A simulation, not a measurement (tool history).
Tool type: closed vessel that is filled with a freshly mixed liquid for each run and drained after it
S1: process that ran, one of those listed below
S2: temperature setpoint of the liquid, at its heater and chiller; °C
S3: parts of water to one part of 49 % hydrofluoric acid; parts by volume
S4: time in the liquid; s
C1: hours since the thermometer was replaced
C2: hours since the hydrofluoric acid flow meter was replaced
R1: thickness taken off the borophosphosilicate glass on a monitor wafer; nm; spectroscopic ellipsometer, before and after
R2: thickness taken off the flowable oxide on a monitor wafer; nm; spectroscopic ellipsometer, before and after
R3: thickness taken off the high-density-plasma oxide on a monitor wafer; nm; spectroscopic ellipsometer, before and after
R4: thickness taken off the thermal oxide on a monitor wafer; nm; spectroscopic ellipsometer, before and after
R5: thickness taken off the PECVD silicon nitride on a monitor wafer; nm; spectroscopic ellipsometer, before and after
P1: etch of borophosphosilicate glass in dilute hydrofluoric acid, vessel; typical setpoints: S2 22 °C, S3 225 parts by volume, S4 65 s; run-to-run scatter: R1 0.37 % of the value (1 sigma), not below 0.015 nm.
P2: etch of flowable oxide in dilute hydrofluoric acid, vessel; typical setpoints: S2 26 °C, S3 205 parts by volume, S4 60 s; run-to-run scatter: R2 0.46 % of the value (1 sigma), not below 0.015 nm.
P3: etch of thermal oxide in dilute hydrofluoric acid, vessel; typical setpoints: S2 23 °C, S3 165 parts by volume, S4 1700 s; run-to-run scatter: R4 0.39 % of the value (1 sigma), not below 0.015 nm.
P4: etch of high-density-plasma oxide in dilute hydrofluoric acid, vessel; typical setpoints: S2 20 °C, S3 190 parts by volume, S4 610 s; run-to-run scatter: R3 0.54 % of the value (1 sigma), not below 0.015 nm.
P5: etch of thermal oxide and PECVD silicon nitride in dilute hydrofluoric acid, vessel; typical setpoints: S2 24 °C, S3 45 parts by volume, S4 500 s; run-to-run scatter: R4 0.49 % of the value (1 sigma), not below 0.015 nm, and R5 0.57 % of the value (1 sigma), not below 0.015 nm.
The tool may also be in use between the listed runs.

| run | hour | S1 | S2 | S3 | S4 | C1 | C2 | R1 | R2 | R3 | R4 | R5 |
|---|---|---|---|---|---|---|---|---|---|---|---|---|
| 1 | 5.4 | P1 | 22 | 225 | 65 | 1378 | 1184.9 | 11.025 |  |  |  |  |
| 2 | 13.5 | P2 | 32 | 205 | 60 | 1386.1 | 1193 |  | 20.646 |  |  |  |
| 3 | 18.7 | P1 | 26 | 225 | 65 | 1391.3 | 1198.2 | 12.678 |  |  |  |  |
| 4 | 27 | P4 | 20 | 110 | 610 | 1399.6 | 1206.5 |  |  | 31.573 |  |  |
|  | 33.9 | thermometer replaced |
| 5 | 35.2 | P1 | 22 | 225 | 65 | 1.4 | 1214.7 | 10.917 |  |  |  |  |
| 6 | 38.9 | P3 | 23 | 165 | 1700 | 5.1 | 1218.4 |  |  |  | 40.75 |  |
| 7 | 43.7 | P1 | 28.5 | 225 | 100 | 9.9 | 1223.2 | 21.235 |  |  |  |  |
| 8 | 48.5 | P2 | 26 | 290 | 60 | 14.7 | 1228 |  | 10.786 |  |  |  |
| 9 | 53.6 | P1 | 22 | 225 | 110 | 19.8 | 1233.1 | 18.501 |  |  |  |  |
| 10 | 59 | P5 | 24 | 45 | 500 | 25.2 | 1238.5 |  |  |  | 57.552 | 19.023 |
| 11 | 62.7 | P5 | 30 | 45 | 500 | 28.9 | 1242.2 |  |  |  | 73.066 | 28.257 |
| 12 | 69.7 | P1 | 22 | 225 | 65 | 35.9 | 1249.2 | 10.993 |  |  |  |  |
| 13 | 77.2 | P1 | 22 | 225 | 65 | 43.4 | 1256.7 | 10.933 |  |  |  |  |
| 14 | 81.9 | P1 | 22 | 360 | 65 | 48.1 | 1261.4 | 6.0391 |  |  |  |  |
| 15 | 89.6 | P1 | 22 | 225 | 35 | 55.8 | 1269.1 | 5.9119 |  |  |  |  |
| 16 | 95.4 | P4 | 20 | 190 | 610 | 61.6 | 1274.9 |  |  | 16.815 |  |  |
| 17 | 100.9 | P3 | 23 | 165 | 225 | 67.1 | 1280.4 |  |  |  | 5.4059 |  |
| 18 | 107.9 | P2 | 26 | 205 | 60 | 74.1 | 1287.4 |  | 16.834 |  |  |  |
| 19 | 114.4 | P4 | 20 | 190 | 945 | 80.6 | 1293.9 |  |  | 25.957 |  |  |
| 20 | 118.8 | P4 | 17 | 190 | 610 | 85 | 1298.3 |  |  | 14.963 |  |  |
| 21 | 124.2 | P1 | 22 | 40 | 65 | 90.4 | 1303.7 | 75.717 |  |  |  |  |
| 22 | 132.5 | P3 | 23 | 270 | 1700 | 98.7 | 1312 |  |  |  | 22.493 |  |
| 23 | 138.2 | P1 | 17 | 225 | 30 | 104.4 | 1317.7 | 4.146 |  |  |  |  |
| 24 | 144.6 | P2 | 26 | 205 | 60 | 110.8 | 1324.1 |  | 16.779 |  |  |  |
| 25 | 150.1 | P5 | 24 | 45 | 500 | 116.3 | 1329.6 |  |  |  | 57.637 | 19.082 |
| 26 | 158.3 | P3 | 29 | 165 | 1700 | 124.5 | 1337.8 |  |  |  | 51.047 |  |
| 27 | 165.8 | P5 | 24 | 75 | 500 | 132 | 1345.3 |  |  |  | 33.526 | 11.621 |
| 28 | 171.1 | P1 | 17 | 225 | 65 | 137.3 | 1350.6 | 9.0456 |  |  |  |  |
| 29 | 179.1 | P5 | 24 | 45 | 245 | 145.3 | 1358.6 |  |  |  | 28.236 | 9.3217 |
| 30 | 185.7 | P1 | 22 | 225 | 65 | 151.9 | 1365.2 | 10.924 |  |  |  |  |

Forecast run 31:
| 31 | 190 | P4 | 20 | 190 | 610 | 156.2 | 1369.5 |  |  | ? |  |  |

{"run 31": {"R3": 16.682}}

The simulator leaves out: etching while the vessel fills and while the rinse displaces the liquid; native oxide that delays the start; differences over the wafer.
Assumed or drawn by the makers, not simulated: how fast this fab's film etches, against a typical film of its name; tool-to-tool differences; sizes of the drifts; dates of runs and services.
